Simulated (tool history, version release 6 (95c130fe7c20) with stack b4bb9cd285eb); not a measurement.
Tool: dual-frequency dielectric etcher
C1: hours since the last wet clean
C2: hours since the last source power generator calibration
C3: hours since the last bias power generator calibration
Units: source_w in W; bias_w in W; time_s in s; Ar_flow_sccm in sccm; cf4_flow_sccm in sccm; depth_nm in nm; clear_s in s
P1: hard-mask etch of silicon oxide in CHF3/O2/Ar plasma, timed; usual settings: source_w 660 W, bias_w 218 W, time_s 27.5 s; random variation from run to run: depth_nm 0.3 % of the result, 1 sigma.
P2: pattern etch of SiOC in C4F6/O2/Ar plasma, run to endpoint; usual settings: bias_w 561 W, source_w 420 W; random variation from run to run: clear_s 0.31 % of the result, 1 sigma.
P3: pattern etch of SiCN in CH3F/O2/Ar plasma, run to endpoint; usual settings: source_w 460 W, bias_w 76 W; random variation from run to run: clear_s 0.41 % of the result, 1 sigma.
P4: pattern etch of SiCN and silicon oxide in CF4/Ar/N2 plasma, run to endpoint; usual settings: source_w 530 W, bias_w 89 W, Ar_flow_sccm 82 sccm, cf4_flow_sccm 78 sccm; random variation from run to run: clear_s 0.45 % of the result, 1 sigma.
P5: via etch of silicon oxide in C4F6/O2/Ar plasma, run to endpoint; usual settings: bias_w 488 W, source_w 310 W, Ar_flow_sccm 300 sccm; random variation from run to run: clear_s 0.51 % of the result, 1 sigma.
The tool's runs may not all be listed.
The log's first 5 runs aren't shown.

{"run": 6, "day": 1.833, "process": "P4", "source_w": 680, "bias_w": 89, "Ar_flow_sccm": 82, "cf4_flow_sccm": 78, "C1": 288.6, "C2": 11.3, "C3": 2865.4, "clear_s": 11.736}
{"run": 7, "day": 2.112, "process": "P5", "source_w": 310, "bias_w": 488, "Ar_flow_sccm": 212, "C1": 295.3, "C2": 18, "C3": 2872.1, "clear_s": 41.513}
{"run": 8, "day": 2.5, "process": "P1", "source_w": 660, "bias_w": 218, "time_s": 27.5, "C1": 304.6, "C2": 27.3, "C3": 2881.4, "depth_nm": 59.908}
{"run": 9, "day": 2.858, "process": "P2", "source_w": 290, "bias_w": 561, "C1": 313.2, "C2": 35.9, "C3": 2890, "clear_s": 11.56}
{"run": 10, "day": 3.158, "process": "P3", "source_w": 460, "bias_w": 48, "C1": 320.4, "C2": 43.1, "C3": 2897.2, "clear_s": 31.262}
{"run": 11, "day": 3.479, "process": "P1", "source_w": 660, "bias_w": 218, "time_s": 34.5, "C1": 328.1, "C2": 50.8, "C3": 2904.9, "depth_nm": 75.088}
{"run": 12, "day": 3.696, "process": "P1", "source_w": 660, "bias_w": 181, "time_s": 33, "C1": 333.3, "C2": 56, "C3": 2910.1, "depth_nm": 67.252}
{"run": 13, "day": 3.979, "process": "P5", "source_w": 210, "bias_w": 488, "Ar_flow_sccm": 300, "C1": 340.1, "C2": 62.8, "C3": 2916.9, "clear_s": 50.109}
{"run": 14, "day": 4.258, "process": "P3", "source_w": 340, "bias_w": 76, "C1": 346.8, "C2": 69.5, "C3": 2923.6, "clear_s": 29.737}
{"run": 15, "day": 4.558, "process": "P4", "source_w": 530, "bias_w": 89, "Ar_flow_sccm": 82, "cf4_flow_sccm": 78, "C1": 354, "C2": 76.7, "C3": 2930.8, "clear_s": 14.502}
{"run": 16, "day": 4.929, "process": "P1", "source_w": 660, "bias_w": 218, "time_s": 27.5, "C1": 362.9, "C2": 85.6, "C3": 2939.7, "depth_nm": 59.584}
{"run": 17, "day": 5.179, "process": "P4", "source_w": 530, "bias_w": 89, "Ar_flow_sccm": 58, "cf4_flow_sccm": 78, "C1": 368.9, "C2": 91.6, "C3": 2945.7, "clear_s": 13.877}
{"run": 18, "day": 5.517, "process": "P3", "source_w": 460, "bias_w": 76, "C1": 377, "C2": 99.7, "C3": 2953.8, "clear_s": 26.5}
{"run": 19, "day": 5.754, "process": "P4", "source_w": 530, "bias_w": 89, "Ar_flow_sccm": 82, "cf4_flow_sccm": 97, "C1": 382.7, "C2": 105.4, "C3": 2959.5, "clear_s": 14.225}

Forecast run 20:
{"run": 20, "day": 6.029, "process": "P1", "source_w": 790, "bias_w": 218, "time_s": 27.5, "C1": 389.3, "C2": 112, "C3": 2966.1, "depth_nm": "?"}

depth_nm: 64.482 nm
